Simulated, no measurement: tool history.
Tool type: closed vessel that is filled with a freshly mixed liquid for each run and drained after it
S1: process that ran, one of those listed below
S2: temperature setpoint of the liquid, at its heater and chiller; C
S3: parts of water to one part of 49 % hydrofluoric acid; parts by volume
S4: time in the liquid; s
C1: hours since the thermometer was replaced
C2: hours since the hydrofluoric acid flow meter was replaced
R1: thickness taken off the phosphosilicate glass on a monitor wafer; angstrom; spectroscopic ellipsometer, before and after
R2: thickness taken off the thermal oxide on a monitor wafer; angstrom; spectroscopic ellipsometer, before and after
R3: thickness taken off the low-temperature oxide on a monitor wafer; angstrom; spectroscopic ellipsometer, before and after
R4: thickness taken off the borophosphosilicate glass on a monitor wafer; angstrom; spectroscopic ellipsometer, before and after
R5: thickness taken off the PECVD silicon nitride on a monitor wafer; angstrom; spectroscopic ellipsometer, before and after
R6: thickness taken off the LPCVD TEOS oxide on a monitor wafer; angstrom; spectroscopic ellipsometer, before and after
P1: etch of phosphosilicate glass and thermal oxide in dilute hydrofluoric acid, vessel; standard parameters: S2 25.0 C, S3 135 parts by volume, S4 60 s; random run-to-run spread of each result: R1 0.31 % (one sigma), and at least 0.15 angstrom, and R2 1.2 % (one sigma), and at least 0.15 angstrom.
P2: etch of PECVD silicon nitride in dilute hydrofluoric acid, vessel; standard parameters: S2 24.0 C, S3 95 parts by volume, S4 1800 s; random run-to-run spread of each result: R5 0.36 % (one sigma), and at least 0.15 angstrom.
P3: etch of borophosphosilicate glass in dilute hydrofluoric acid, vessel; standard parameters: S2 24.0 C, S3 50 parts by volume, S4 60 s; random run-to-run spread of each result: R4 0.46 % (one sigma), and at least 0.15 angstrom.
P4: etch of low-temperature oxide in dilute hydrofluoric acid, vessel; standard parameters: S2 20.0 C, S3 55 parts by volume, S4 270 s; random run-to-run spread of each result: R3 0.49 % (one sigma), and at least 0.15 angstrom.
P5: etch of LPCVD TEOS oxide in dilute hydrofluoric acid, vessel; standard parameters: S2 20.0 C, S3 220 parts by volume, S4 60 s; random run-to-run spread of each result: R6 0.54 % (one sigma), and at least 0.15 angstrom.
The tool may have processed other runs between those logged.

run	hour	S1	S2	S3	S4	C1	C2	R1	R2	R3	R4	R5	R6
1	14.7	P1	25.0	135	60	428.6	1450.3	287.39	20.7410				
2	29.2	P1	19.0	135	85	443.1	1464.8	324.13	23.7360				
3	45.8	P4	20.0	55	270	459.7	1481.4			523.77			
4	63.2	P3	24.0	20	60	477.1	1498.8				1785.80		
5	77.3	P2	24.0	95	1800	491.2	1512.9					326.32	
6	91.1	P1	25.0	135	60	505.0	1526.7	287.58	20.8320				
7	107.5	P3	24.0	50	30	521.4	1543.1				341.76		
8	120.7	P4	17.0	55	270	534.6	1556.3			462.73			
9	131.5	P1	20.5	135	30	545.4	1567.1	120.37	8.2944				
10	142.1	P5	20.0	220	60	556.0	1577.7						103.900
11	152.0	P1	25.0	135	30	565.9	1587.6	144.56	10.4070				
12	169.7	P5	20.0	220	60	583.6	1605.3						103.360
13	180.0	P4	20.0	80	270	593.9	1615.6			348.05			
14	193.9	P1	25.0	35	60	607.8	1629.5	1265.50	91.5490				
15	202.6	P1	25.0	135	60	616.5	1638.2	288.01	20.6330				
16	216.5	P1	25.0	135	100	630.4	1652.1	478.37	34.4260				
17	229.2	P1	25.0	135	60	643.1	1664.8	288.45	21.0750				
18	243.2	P5	20.0	220	30	657.1	1678.8						52.594
19	254.5	P2	17.5	95	1800	668.4	1690.1					210.05	
20	267.3	P3	24.0	50	60	681.2	1702.9				677.23		
21	281.2	P3	31.5	50	60	695.1	1716.8				923.26		
22	289.3	P4	20.0	55	270	703.2	1724.9			524.31			
23	298.3	P3	24.0	50	60	712.2	1733.9				680.58		
24	307.1	P1	29.5	135	60	721.0	1742.7	341.99	24.0730				

What will run 25 give?
25	316.8	P4	20.0	55	515	730.7	1752.4			?			

{"run 25": {"R3": 996.27}}

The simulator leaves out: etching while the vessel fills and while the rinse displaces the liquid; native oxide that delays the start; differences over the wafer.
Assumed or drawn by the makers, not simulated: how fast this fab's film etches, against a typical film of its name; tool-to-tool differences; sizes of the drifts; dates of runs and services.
